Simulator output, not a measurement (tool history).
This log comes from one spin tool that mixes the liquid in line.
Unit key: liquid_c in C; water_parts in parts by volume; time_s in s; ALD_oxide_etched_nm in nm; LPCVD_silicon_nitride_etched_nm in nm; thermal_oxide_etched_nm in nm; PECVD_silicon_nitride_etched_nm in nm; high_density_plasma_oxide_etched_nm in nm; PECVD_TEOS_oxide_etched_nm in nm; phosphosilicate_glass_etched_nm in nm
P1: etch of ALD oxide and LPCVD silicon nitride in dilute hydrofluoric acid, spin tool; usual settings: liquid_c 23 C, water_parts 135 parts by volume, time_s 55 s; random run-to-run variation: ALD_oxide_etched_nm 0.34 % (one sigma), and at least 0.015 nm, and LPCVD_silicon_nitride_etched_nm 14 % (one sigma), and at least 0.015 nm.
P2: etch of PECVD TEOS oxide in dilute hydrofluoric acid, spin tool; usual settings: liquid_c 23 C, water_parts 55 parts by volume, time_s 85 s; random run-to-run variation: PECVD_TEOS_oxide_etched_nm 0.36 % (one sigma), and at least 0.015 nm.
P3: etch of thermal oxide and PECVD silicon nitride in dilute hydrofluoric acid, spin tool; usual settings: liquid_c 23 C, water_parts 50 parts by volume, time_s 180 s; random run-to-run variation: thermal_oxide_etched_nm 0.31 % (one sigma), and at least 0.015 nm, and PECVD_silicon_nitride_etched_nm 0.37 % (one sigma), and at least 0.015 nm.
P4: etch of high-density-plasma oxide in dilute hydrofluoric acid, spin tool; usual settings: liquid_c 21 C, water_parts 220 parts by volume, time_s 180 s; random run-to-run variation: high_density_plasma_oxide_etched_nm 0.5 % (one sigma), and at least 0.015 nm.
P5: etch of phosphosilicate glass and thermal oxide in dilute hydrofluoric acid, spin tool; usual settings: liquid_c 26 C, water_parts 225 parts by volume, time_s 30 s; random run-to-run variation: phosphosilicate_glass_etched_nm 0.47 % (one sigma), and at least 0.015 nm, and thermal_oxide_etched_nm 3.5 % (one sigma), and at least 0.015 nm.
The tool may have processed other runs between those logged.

run   hour  process  liquid_c  water_parts  time_s  hours since the thermometer was replaced  hours since the hydrofluoric acid flow meter was replaced  ALD_oxide_etched_nm  LPCVD_silicon_nitride_etched_nm  thermal_oxide_etched_nm  PECVD_silicon_nitride_etched_nm  high_density_plasma_oxide_etched_nm  PECVD_TEOS_oxide_etched_nm  phosphosilicate_glass_etched_nm
  1    8.1       P1        23          135      55                                     207.2                                                      749.1               10.286                          0.27661
  2   18.6       P1        23          135      15                                     217.7                                                      759.6               2.8175                         0.040763
  3   25.4       P3        23           20     180                                     224.5                                                      766.4                                                                         43.554                           21.262
  4   36.5       P1        23          135      55                                     235.6                                                      777.5               10.349                          0.16705
  5   42.2       P4        21          220      20                                     241.3                                                      783.2                                                                                                                                              0.52659
  6   52.9       P4        21          220     180                                       252                                                      793.9                                                                                                                                               4.5752
  7   61.3       P4        21          405     180                                     260.4                                                      802.3                                                                                                                                               2.1121
  8   70.2       P1      17.5          135      55                                     269.3                                                      811.2               8.3216                          0.17206
  9   80.5       P1        23          135      55                                     279.6                                                      821.5               10.295                          0.22143
 10   91.2       P1        31          135      55                                     290.3                                                      832.2               14.044                          0.34032
 11  100.9       P1        23          195      15                                       300                                                      841.9               1.8523                         0.069826
 12  110.4       P2        23          100      85                                     309.5                                                      851.4                                                                                                                                                                           12.236
 13  115.8       P5      31.5          225      30                                     314.9                                                      856.8                                                                        0.70969                                                                                                                             16.279
 14  121.9       P2        23           55      85                                       321                                                      862.9                                                                                                                                                                           23.351
 15  132.1       P1        23          205      55                                     331.2                                                      873.1               6.2864                          0.10335
 16  143.2       P3        23           50     305                                     342.3                                                      884.2                                                                         28.482                           14.783
 17  150.1       P4        21          220     180                                     349.2                                                      891.1                                                                                                                                               4.5655
 18  161.5       P3        23           50     180                                     360.6                                                      902.5                                                                         16.831                           8.7142
 19  172.2       P2      29.5           55      85                                     371.3                                                      913.2                                                                                                                                                                           30.521
 20  181.3       P5        26           75      30                                     380.4                                                      922.3                                                                         2.1289                                                                                                                             48.266
 21  188.3       P3      30.5           50     180                                     387.4                                                      929.3                                                                         22.814                           14.267
 22  199.6       P1        23          135      55                                     398.7                                                      940.6               10.298                          0.21635

Run 23 comes next. What will it give?
 23  204.7       P4        17          220     180                                     403.8                                                      945.7                                                                                                                                                    ?

{"run 23": {"high_density_plasma_oxide_etched_nm": 3.9468}}
